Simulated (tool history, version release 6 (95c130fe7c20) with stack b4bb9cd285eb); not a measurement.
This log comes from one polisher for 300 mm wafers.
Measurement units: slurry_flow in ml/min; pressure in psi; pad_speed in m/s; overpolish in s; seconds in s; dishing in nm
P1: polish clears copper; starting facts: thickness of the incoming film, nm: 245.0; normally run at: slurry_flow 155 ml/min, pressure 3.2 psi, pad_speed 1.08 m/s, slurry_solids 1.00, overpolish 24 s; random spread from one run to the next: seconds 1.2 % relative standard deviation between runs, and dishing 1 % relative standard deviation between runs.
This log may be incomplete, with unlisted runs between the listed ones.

run   hour  slurry_flow  pressure  pad_speed  slurry_solids  overpolish  wafers polished on this pad  hours since the slurry nozzle was cleaned  hours since the head pressure was calibrated  hours since the slurry blender was calibrated  seconds  dishing
  1   16.1          155       3.2       1.08           1.00          24                          516                                      237.4                                         320.7                                           54.2   70.287   54.760
  2   23.8           95       2.0       1.08           1.00          24                          568                                      245.1                                         328.4                                           61.9  123.920   32.237
  3   33.8          155       3.2       0.74           1.00          24                          636                                      255.1                                         338.4                                           71.9  102.500   39.398
  4   43.9          155       1.9       1.08           1.00          24                          705                                      265.2                                         348.5                                           82.0  116.140   33.366
  5   54.2          155       3.2       1.08           1.40          24                          775                                      275.5                                         358.8                                           92.3   63.295   57.343
  6   61.5          155       3.2       1.08           1.00          24                          825                                      282.8                                         366.1                                           99.6   69.402   54.676
  7   76.3          155       3.2       1.08           1.00          10                          926                                      297.6                                         380.9                                          114.4   69.899   25.237
  8   88.0          195       3.2       1.08           1.00          24                         1005                                      309.3                                         392.6                                          126.1   67.833   55.495
  9   98.3          155       4.8       1.08           1.00          24                         1075                                      319.6                                         402.9                                          136.4   46.529   75.911
 10  110.9          155       3.2       1.72           1.00          24                         1161                                      332.2                                         415.5                                          149.0   44.324   77.334
 11  125.9           95       3.2       1.08           1.25          24                         1263                                      347.2                                         430.5                                          164.0   75.151   50.971
 12  135.2           95       3.2       1.08           1.00          24                         1327                                      356.5                                         439.8                                          173.3   74.957   48.925
 13  148.6          155       3.2       1.08           1.00          24                         1418                                      369.9                                         453.2                                          186.7   70.373   54.813
 14  156.7          155       3.2       1.08           1.00          24                         1473                                      378.0                                         461.3                                          194.8   70.201   53.692
 15  164.2          155       3.2       1.08           0.60          24                         1524                                      385.5                                         468.8                                          202.3   77.441   49.582
 16  177.7          155       3.2       1.08           1.00          45                         1616                                      399.0                                         482.3                                          215.8   69.734   86.952
 17  192.5          155       3.2       1.08           1.00          24                         1717                                      413.8                                         497.1                                          230.6   69.198   53.964
 18  207.8          155       3.2       1.08           1.00          24                         1821                                      429.1                                         512.4                                          245.9   72.724   52.267
 19  219.0          155       3.2       1.08           1.00          24                         1898                                      440.3                                         523.6                                          257.1   73.486   51.128
 20  229.8          155       3.2       1.08           1.00          24                         1971                                      451.1                                         534.4                                          267.9   75.241   50.855
 21  241.5          155       3.2       1.08           1.00          24                         2051                                      462.8                                         546.1                                          279.6   74.743   50.665
 22  250.5          155       3.2       1.08           1.00          24                         2112                                      471.8                                         555.1                                          288.6   76.303   51.085
     256.0  -- slurry blender recalibrated
     258.8  -- head pressure recalibrated
 23  265.9          155       3.2       1.08           1.00          24                         2217                                      487.2                                           7.1                                           10.0   76.011   50.366
 24  280.4          155       3.2       1.08           1.00          24                         2316                                      501.7                                          21.6                                           24.5   76.759   50.768
 25  288.8          155       3.2       1.08           1.00          24                         2373                                      510.1                                          30.0                                           32.9   75.555   50.568

P1 no longer gives what it gave before; its output has crept away from where it was. The following 2 causes, each at its listed size, fit the log equally well:
A: slurry flow missing at the pad, % = 34.5
B: removal rate lost through wear of the pad, % = 8.28
The process output started creeping at around hour 192.5.
What rules out each remaining cause:
head's pressure below its setpoint, %: work on it at hour 258.8, done after the drift set in, did not restore what the process gave before
abrasive missing from the slurry, %: work on it at hour 256.0, done after the drift set in, did not restore what the process gave before

Consider the 4 check runs below, whose results appear as question marks and each of which averages 5 wafers. Which one distinguishes the causes, in that each cause would give it a clearly different result?
check 1  297.2          155       3.2       1.66           1.00          41                                                                                                                                                                             ?        ?
check 2  297.2           95       1.9       1.08           1.00          24                                                                                                                                                                             ?        ?
check 3  297.2          155       4.3       1.08           1.00          36                                                                                                                                                                             ?        ?
check 4  297.2          155       4.2       1.08           1.00          24                                                                                                                                                                             ?        ?

What every check run would give for each of its results, assuming each possible cause in turn:
  check   result     if A     if B
check 1  seconds   49.625   49.616
check 1  dishing  101.780  101.790
check 2  seconds  149.210  142.440
check 2  dishing   27.205   28.348
check 3  seconds   56.763   56.753
check 3  dishing   88.862   88.873
check 4  seconds   58.114   58.105
check 4  dishing   63.929   63.938
Minimum pairwise separation of causes per check, each pair taken at its best-separating result: check 1 0.02 %; check 2 4.64 %; check 3 0.02 %; check 4 0.02 %
Only check 2 tells the causes apart: in the others they would give nearly the same result.

Then check 2 was run and gave: seconds 142.550 s; dishing 28.421 nm. Which cause is it?

The correct cause is B, namely: removal rate lost through wear of the pad, %.
